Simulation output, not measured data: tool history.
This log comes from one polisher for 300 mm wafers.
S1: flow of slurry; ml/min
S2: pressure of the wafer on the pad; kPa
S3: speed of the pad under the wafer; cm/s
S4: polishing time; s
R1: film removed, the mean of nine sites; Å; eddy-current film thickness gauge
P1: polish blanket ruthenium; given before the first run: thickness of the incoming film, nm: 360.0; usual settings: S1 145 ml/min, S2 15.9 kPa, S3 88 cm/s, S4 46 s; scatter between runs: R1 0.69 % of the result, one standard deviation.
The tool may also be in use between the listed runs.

run   hour   S1    S2   S3  S4      R1
  1    7.9  145  15.9   88  46  437.34
  2   12.1  145  15.9   88  46  425.53
  3   19.7  145   8.3   88  46  229.01
  4   24.3  145  15.9  136  46  673.78
  5   29.4  145  15.9   88  46  428.67
  6   37.3  145  15.9   40  46   197.3
  7   45.5  145  15.9   88  66  634.84
  8   49.7  145  15.9   88  46  432.76
  9   53.6  145  15.9   58  68  423.91
 10   58.5  200  15.9   88  46  456.47
 11   65.4  145  23.4   56  46  412.45
 12   73.9  145  24.1   88  46  659.28
 13   79.6  145  15.9   88  46  436.31
 14   87.7   85  15.9   88  46  383.32
 15   92.3  145  15.9   88  21  199.38
 16     98  145  15.9   88  46  435.04
 17  102.2  145  15.9   88  46  425.17
 18  107.7  145  15.9   88  46  419.48
 19    116  145  15.9   88  46  413.72
 20  121.5  145  15.9   88  46  415.24
     125.5  -- worn pad replaced by a new one
 21  126.4  145  15.9   88  46  409.63
 22  132.5  145  15.9   88  46  410.79
 23  138.2  145  15.9   88  46  404.11
 24  146.2  145  15.9   88  46  404.78
 25  150.6  145  15.9   88  46  404.67

For run 26, what comes out?
 26   159  145  15.9  88  46   ?

R1: 402.87 Å
